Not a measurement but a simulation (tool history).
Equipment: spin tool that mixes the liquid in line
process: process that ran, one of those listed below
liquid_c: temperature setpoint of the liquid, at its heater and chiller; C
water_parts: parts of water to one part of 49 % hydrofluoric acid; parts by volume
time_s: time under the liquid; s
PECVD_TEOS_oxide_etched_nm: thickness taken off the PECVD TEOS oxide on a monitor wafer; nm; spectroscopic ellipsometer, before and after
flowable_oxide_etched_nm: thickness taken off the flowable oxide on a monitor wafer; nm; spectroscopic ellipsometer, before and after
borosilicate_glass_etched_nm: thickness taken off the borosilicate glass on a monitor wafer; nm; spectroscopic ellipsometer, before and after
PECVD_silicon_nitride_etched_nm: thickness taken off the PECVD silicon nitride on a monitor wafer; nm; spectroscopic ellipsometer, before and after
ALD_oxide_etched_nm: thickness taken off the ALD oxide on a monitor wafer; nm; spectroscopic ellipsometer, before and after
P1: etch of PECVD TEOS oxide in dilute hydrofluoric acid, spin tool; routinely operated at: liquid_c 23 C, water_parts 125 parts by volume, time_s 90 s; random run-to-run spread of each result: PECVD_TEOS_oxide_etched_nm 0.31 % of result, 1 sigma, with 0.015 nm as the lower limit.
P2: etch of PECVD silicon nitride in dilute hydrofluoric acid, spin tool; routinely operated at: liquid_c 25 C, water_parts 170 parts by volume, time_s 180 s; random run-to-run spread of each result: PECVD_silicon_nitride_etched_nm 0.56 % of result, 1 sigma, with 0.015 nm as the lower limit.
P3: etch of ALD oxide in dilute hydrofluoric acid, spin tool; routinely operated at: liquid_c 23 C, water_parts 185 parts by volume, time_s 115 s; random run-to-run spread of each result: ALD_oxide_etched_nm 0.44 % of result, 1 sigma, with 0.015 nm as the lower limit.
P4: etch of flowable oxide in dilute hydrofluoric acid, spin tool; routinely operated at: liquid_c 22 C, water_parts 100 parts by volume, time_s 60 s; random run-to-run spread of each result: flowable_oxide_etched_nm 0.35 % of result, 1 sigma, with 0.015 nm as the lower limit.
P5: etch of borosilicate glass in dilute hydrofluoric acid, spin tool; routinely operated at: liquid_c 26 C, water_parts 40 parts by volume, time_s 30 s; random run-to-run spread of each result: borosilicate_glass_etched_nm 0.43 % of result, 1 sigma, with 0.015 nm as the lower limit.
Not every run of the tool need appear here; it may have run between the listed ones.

| run | day | process | liquid_c | water_parts | time_s | PECVD_TEOS_oxide_etched_nm | flowable_oxide_etched_nm | borosilicate_glass_etched_nm | PECVD_silicon_nitride_etched_nm | ALD_oxide_etched_nm |
|---|---|---|---|---|---|---|---|---|---|---|
| 1 | 0.421 | P1 | 23 | 125 | 90 | 14.8970 |  |  |  |  |
| 2 | 1.079 | P4 | 22 | 100 | 60 |  | 16.7730 |  |  |  |
| 3 | 1.754 | P1 | 23 | 125 | 90 | 14.9520 |  |  |  |  |
| 4 | 2.275 | P4 | 22 | 100 | 60 |  | 16.8970 |  |  |  |
| 5 | 2.600 | P1 | 29 | 70 | 90 | 36.3690 |  |  |  |  |
| 6 | 3.217 | P4 | 30 | 100 | 60 |  | 23.0880 |  |  |  |
| 7 | 3.700 | P1 | 23 | 50 | 90 | 40.9210 |  |  |  |  |
| 8 | 4.333 | P5 | 26 | 70 | 30 |  |  | 18.460 |  |  |
| 9 | 4.833 | P1 | 23 | 125 | 90 | 14.8230 |  |  |  |  |
| 10 | 5.175 | P5 | 26 | 40 | 30 |  |  | 33.489 |  |  |
| 11 | 5.571 | P1 | 29 | 125 | 90 | 18.7570 |  |  |  |  |
| 12 | 5.983 | P2 | 25 | 240 | 180 |  |  |  | 2.84040 |  |
| 13 | 6.396 | P1 | 23 | 125 | 165 | 27.3120 |  |  |  |  |
| 14 | 7.075 | P1 | 23 | 220 | 90 | 7.6086 |  |  |  |  |
| 15 | 7.558 | P3 | 18 | 185 | 115 |  |  |  |  | 10.9640 |
| 16 | 8.171 | P3 | 23 | 185 | 115 |  |  |  |  | 13.2460 |
| 17 | 8.583 | P1 | 23 | 125 | 90 | 14.9570 |  |  |  |  |
| 18 | 8.946 | P1 | 23 | 50 | 30 | 13.5870 |  |  |  |  |
| 19 | 9.638 | P1 | 23 | 125 | 40 | 6.6237 |  |  |  |  |
| 20 | 10.038 | P1 | 23 | 80 | 150 | 40.7580 |  |  |  |  |
| 21 | 10.692 | P2 | 25 | 170 | 180 |  |  |  | 4.00280 |  |
| 22 | 11.133 | P3 | 23 | 185 | 115 |  |  |  |  | 13.3970 |
| 23 | 11.683 | P3 | 23 | 40 | 115 |  |  |  |  | 73.6310 |
| 24 | 12.283 | P1 | 23 | 125 | 90 | 14.9080 |  |  |  |  |
| 25 | 12.971 | P5 | 26 | 40 | 30 |  |  | 33.484 |  |  |
| 26 | 13.671 | P5 | 32 | 40 | 30 |  |  | 42.428 |  |  |
| 27 | 14.029 | P4 | 22 | 100 | 20 |  | 5.5926 |  |  |  |
| 28 | 14.579 | P4 | 22 | 40 | 60 |  | 45.4330 |  |  |  |
| 29 | 15.104 | P2 | 25 | 170 | 40 |  |  |  | 0.88743 |  |
| 30 | 15.571 | P2 | 33 | 170 | 180 |  |  |  | 6.51230 |  |
| 31 | 16.142 | P5 | 26 | 40 | 60 |  |  | 66.949 |  |  |
| 32 | 16.554 | P1 | 19 | 125 | 90 | 12.7470 |  |  |  |  |
| 33 | 16.925 | P3 | 23 | 185 | 45 |  |  |  |  | 5.2339 |
| 34 | 17.304 | P1 | 23 | 125 | 90 | 14.8890 |  |  |  |  |
| 35 | 17.771 | P1 | 23 | 125 | 90 | 15.3380 |  |  |  |  |

Run 36, settings as shown, results not yet in. Your forecast:
| 36 | 18.521 | P1 | 23 | 125 | 90 | ? |  |  |  |  |

Run 36 yielded PECVD_TEOS_oxide_etched_nm 15.6040 nm.
